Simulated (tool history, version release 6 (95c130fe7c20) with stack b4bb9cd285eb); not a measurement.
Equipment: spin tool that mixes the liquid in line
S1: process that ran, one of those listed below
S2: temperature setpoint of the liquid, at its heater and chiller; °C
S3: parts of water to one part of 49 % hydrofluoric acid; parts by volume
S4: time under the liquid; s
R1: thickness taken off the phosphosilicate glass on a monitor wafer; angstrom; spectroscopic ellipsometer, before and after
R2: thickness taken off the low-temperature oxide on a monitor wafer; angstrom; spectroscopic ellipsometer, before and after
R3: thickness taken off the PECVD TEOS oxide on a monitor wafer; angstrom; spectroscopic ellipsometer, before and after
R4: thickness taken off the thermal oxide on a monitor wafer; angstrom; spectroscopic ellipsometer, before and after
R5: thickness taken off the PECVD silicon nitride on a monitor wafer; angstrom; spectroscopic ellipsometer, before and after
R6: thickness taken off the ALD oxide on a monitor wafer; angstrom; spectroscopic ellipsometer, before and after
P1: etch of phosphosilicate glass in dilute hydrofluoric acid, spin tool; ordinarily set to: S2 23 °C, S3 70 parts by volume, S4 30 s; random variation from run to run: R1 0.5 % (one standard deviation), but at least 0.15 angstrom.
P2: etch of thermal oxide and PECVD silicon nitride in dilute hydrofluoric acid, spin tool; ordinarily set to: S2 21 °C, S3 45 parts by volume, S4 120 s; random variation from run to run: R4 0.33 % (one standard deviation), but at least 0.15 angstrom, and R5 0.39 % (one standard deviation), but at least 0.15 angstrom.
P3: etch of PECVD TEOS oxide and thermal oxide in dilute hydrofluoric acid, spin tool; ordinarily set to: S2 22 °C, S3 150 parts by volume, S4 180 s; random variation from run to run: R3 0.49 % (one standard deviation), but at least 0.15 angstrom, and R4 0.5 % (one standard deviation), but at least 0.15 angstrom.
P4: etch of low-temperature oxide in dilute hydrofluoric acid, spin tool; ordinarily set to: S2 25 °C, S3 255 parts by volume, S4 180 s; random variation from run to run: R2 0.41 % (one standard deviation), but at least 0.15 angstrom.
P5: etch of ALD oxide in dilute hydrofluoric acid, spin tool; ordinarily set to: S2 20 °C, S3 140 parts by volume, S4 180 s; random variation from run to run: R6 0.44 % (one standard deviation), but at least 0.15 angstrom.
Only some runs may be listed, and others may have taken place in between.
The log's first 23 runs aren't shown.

Run 24, hour 71.5: S1 P2, S2 21 °C, S3 65 parts by volume, S4 120 s. Result: R4 81.594 angstrom, R5 42.921 angstrom.
Run 25, hour 75: S1 P1, S2 28 °C, S3 70 parts by volume, S4 15 s. Result: R1 327.28 angstrom.
Run 26, hour 78.6: S1 P3, S2 22 °C, S3 150 parts by volume, S4 180 s. Result: R3 123.9 angstrom, R4 49.061 angstrom.
Run 27, hour 81.3: S1 P1, S2 23 °C, S3 70 parts by volume, S4 30 s. Result: R1 536.93 angstrom.
Run 28, hour 83.3: S1 P1, S2 23 °C, S3 70 parts by volume, S4 30 s. Result: R1 535.88 angstrom.
Run 29, hour 87.1: S1 P4, S2 25 °C, S3 255 parts by volume, S4 60 s. Result: R2 57.91 angstrom.
Run 30, hour 90: S1 P4, S2 21 °C, S3 255 parts by volume, S4 180 s. Result: R2 149.76 angstrom.
Run 31, hour 93.3: S1 P2, S2 21 °C, S3 45 parts by volume, S4 65 s. Result: R4 64.613 angstrom, R5 33.296 angstrom.
Run 32, hour 96.4: S1 P5, S2 20 °C, S3 140 parts by volume, S4 310 s. Result: R6 263.28 angstrom.
Run 33, hour 98.4: S1 P1, S2 23 °C, S3 70 parts by volume, S4 30 s. Result: R1 534.69 angstrom.
Run 34, hour 101.4: S1 P1, S2 23 °C, S3 70 parts by volume, S4 30 s. Result: R1 546.64 angstrom.
Run 35, hour 103.8: S1 P1, S2 23 °C, S3 70 parts by volume, S4 30 s. Result: R1 556.5 angstrom.
Run 36, hour 107.9: S1 P1, S2 23 °C, S3 70 parts by volume, S4 30 s. Result: R1 569.4 angstrom.
Run 37, hour 111.7: S1 P1, S2 23 °C, S3 70 parts by volume, S4 30 s. Result: R1 569.78 angstrom.

What does the tool deliver on the next run?
Run 38, hour 114.9: S1 P1, S2 23 °C, S3 70 parts by volume, S4 30 s. Result: R1 ?.

R1: 570.65 angstrom

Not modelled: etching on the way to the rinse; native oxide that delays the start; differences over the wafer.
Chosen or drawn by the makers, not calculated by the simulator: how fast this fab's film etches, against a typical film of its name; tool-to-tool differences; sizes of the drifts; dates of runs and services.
